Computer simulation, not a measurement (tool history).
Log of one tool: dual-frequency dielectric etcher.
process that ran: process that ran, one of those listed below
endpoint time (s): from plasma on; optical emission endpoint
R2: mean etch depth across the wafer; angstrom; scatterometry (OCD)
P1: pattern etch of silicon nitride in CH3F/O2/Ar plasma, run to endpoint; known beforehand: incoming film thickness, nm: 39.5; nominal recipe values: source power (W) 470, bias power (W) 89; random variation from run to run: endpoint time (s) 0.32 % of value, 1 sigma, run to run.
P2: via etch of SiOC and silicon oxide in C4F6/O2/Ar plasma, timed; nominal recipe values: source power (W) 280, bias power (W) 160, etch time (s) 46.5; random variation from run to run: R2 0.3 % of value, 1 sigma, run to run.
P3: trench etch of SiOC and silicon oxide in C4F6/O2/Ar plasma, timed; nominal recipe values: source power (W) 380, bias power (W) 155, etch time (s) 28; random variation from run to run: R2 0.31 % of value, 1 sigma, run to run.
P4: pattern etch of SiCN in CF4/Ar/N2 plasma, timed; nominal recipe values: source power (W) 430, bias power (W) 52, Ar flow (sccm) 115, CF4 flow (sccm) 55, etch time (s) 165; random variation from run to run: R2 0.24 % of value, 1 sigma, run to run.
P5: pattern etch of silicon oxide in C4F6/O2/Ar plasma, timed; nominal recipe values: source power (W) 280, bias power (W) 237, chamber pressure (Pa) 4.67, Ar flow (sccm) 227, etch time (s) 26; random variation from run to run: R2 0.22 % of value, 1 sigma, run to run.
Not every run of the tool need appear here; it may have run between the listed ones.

Run 1, hour 8.5: process that ran P1, source power (W) 470, bias power (W) 89. Result: endpoint time (s) 50.311.
Run 2, hour 13.6: process that ran P1, source power (W) 610, bias power (W) 104. Result: endpoint time (s) 43.115.
Run 3, hour 20.6: process that ran P4, source power (W) 430, bias power (W) 72, Ar flow (sccm) 115, CF4 flow (sccm) 55, etch time (s) 165. Result: R2 1285.7 angstrom.
Run 4, hour 26.5: process that ran P1, source power (W) 470, bias power (W) 89. Result: endpoint time (s) 50.238.
Run 5, hour 30.7: process that ran P1, source power (W) 470, bias power (W) 106. Result: endpoint time (s) 47.465.
Run 6, hour 36.2: process that ran P3, source power (W) 530, bias power (W) 155, etch time (s) 28. Result: R2 587.51 angstrom.
Run 7, hour 40.5: process that ran P3, source power (W) 380, bias power (W) 155, etch time (s) 41.5. Result: R2 760.5 angstrom.
Run 8, hour 45.4: process that ran P2, source power (W) 280, bias power (W) 160, etch time (s) 25.5. Result: R2 246.46 angstrom.
Run 9, hour 51.3: process that ran P1, source power (W) 660, bias power (W) 89. Result: endpoint time (s) 44.444.
Run 10, hour 55.4: process that ran P1, source power (W) 470, bias power (W) 89. Result: endpoint time (s) 50.437.
Run 11, hour 64.5: process that ran P2, source power (W) 280, bias power (W) 160, etch time (s) 46.5. Result: R2 450.02 angstrom.
Run 12, hour 69.2: process that ran P2, source power (W) 280, bias power (W) 225, etch time (s) 46.5. Result: R2 504.45 angstrom.
Run 13, hour 74.2: process that ran P4, source power (W) 430, bias power (W) 52, Ar flow (sccm) 115, CF4 flow (sccm) 55, etch time (s) 165. Result: R2 1143.2 angstrom.
At hour 77.3: source power generator calibrated.
Run 14, hour 82.2: process that ran P1, source power (W) 470, bias power (W) 89. Result: endpoint time (s) 50.585.
Run 15, hour 87.4: process that ran P5, source power (W) 280, bias power (W) 237, Ar flow (sccm) 227, etch time (s) 26, chamber pressure (Pa) 4.67. Result: R2 805.84 angstrom.
Run 16, hour 93.2: process that ran P5, source power (W) 280, bias power (W) 237, Ar flow (sccm) 283, etch time (s) 26, chamber pressure (Pa) 4.67. Result: R2 786.05 angstrom.
Run 17, hour 100.3: process that ran P1, source power (W) 470, bias power (W) 89. Result: endpoint time (s) 50.388.
Run 18, hour 105.9: process that ran P5, source power (W) 280, bias power (W) 325, Ar flow (sccm) 227, etch time (s) 26, chamber pressure (Pa) 4.67. Result: R2 902.45 angstrom.
Run 19, hour 114: process that ran P5, source power (W) 370, bias power (W) 237, Ar flow (sccm) 227, etch time (s) 26, chamber pressure (Pa) 4.67. Result: R2 894.68 angstrom.
Run 20, hour 120.8: process that ran P5, source power (W) 280, bias power (W) 237, Ar flow (sccm) 227, etch time (s) 26, chamber pressure (Pa) 3.67. Result: R2 829.64 angstrom.
Run 21, hour 125.9: process that ran P1, source power (W) 470, bias power (W) 63. Result: endpoint time (s) 56.481.
Run 22, hour 134: process that ran P4, source power (W) 430, bias power (W) 52, Ar flow (sccm) 115, CF4 flow (sccm) 73, etch time (s) 165. Result: R2 1205.9 angstrom.
Run 23, hour 142.1: process that ran P1, source power (W) 470, bias power (W) 89. Result: endpoint time (s) 50.521.
Run 24, hour 147.3: process that ran P5, source power (W) 280, bias power (W) 237, Ar flow (sccm) 227, etch time (s) 15, chamber pressure (Pa) 4.67. Result: R2 466.18 angstrom.
Run 25, hour 152.8: process that ran P1, source power (W) 310, bias power (W) 89. Result: endpoint time (s) 59.087.
Run 26, hour 158.4: process that ran P4, source power (W) 430, bias power (W) 52, Ar flow (sccm) 76, CF4 flow (sccm) 55, etch time (s) 165. Result: R2 1225.1 angstrom.
At hour 159: wet clean of the chamber.
Run 27, hour 163.7: process that ran P5, source power (W) 280, bias power (W) 237, Ar flow (sccm) 227, etch time (s) 26, chamber pressure (Pa) 4.67. Result: R2 809.27 angstrom.
Run 28, hour 169: process that ran P4, source power (W) 540, bias power (W) 52, Ar flow (sccm) 115, CF4 flow (sccm) 55, etch time (s) 165. Result: R2 1403.3 angstrom.
Run 29, hour 174.6: process that ran P3, source power (W) 380, bias power (W) 155, etch time (s) 28. Result: R2 509.93 angstrom.
Run 30, hour 179.1: process that ran P4, source power (W) 430, bias power (W) 52, Ar flow (sccm) 115, CF4 flow (sccm) 55, etch time (s) 129. Result: R2 897.44 angstrom.
Run 31, hour 186.4: process that ran P2, source power (W) 280, bias power (W) 160, etch time (s) 46.5. Result: R2 447.71 angstrom.
Run 32, hour 194.5: process that ran P4, source power (W) 430, bias power (W) 52, Ar flow (sccm) 115, CF4 flow (sccm) 55, etch time (s) 165. Result: R2 1143.5 angstrom.
Run 33, hour 202.8: process that ran P2, source power (W) 380, bias power (W) 160, etch time (s) 46.5. Result: R2 505.45 angstrom.
Run 34, hour 211.7: process that ran P3, source power (W) 380, bias power (W) 210, etch time (s) 28. Result: R2 566.24 angstrom.
Run 35, hour 217.4: process that ran P1, source power (W) 470, bias power (W) 89. Result: endpoint time (s) 50.65.
Run 36, hour 222.6: process that ran P1, source power (W) 470, bias power (W) 89. Result: endpoint time (s) 50.136.
Run 37, hour 228.7: process that ran P1, source power (W) 470, bias power (W) 89. Result: endpoint time (s) 49.898.
Run 38, hour 235.4: process that ran P1, source power (W) 470, bias power (W) 89. Result: endpoint time (s) 49.52.
At hour 237.5: wet clean of the chamber.
Run 39, hour 243.4: process that ran P1, source power (W) 470, bias power (W) 89. Result: endpoint time (s) 49.741.
Run 40, hour 248.2: process that ran P1, source power (W) 470, bias power (W) 89. Result: endpoint time (s) 49.682.
Run 41, hour 254.4: process that ran P1, source power (W) 470, bias power (W) 89. Result: endpoint time (s) 49.609.
Run 42, hour 259.7: process that ran P1, source power (W) 470, bias power (W) 89. Result: endpoint time (s) 49.744.

Compared with where it was, what P1 gives has crept away. Each cause listed below fits the log as well as the rest, at the size given for it:
A: bias power that arrives over what is set, % = 4.53
B: source power that arrives over what is set, % = 4.28
Onset of the creep was near hour 217.4.
Each remaining cause and why it is not a fit:
chamber walls in a state that raises the etch rate, %: serviced after onset, at hour 237.5, with no recovery of the prior output

Below are 4 check runs, each on a single wafer, with their results shown as question marks. Which of them would tell the listed causes apart, meaning the causes would give clearly different results under it?
Run check 1, hour 265: process that ran P2, source power (W) 380, bias power (W) 219, etch time (s) 46.5. Result: R2 ?.
Run check 2, hour 265: process that ran P5, source power (W) 280, bias power (W) 237, Ar flow (sccm) 282, etch time (s) 26, chamber pressure (Pa) 4.67. Result: R2 ?.
Run check 3, hour 265: process that ran P3, source power (W) 520, bias power (W) 155, etch time (s) 28. Result: R2 ?.
Run check 4, hour 265: process that ran P4, source power (W) 430, bias power (W) 64, Ar flow (sccm) 115, CF4 flow (sccm) 65, etch time (s) 165. Result: R2 ?.

Check results expected under each cause:
  check  result    if A    if B
check 1      R2  566.76  567.38
check 2      R2  800.37  800.96
check 3      R2  588.42  590.32
check 4      R2  1285.4  1312.9
How far apart the two closest causes lie, in the result that separates them most: check 1 0.11 %; check 2 0.07 %; check 3 0.32 %; check 4 2.11 %
Check 4 distinguishes between the causes, while the remaining checks would return nearly the same result for all of them.

After running check 4, the following was obtained: R2 1305.6 angstrom. Which cause does this point to?

Of the candidate causes, it is B: source power that arrives over what is set, %.

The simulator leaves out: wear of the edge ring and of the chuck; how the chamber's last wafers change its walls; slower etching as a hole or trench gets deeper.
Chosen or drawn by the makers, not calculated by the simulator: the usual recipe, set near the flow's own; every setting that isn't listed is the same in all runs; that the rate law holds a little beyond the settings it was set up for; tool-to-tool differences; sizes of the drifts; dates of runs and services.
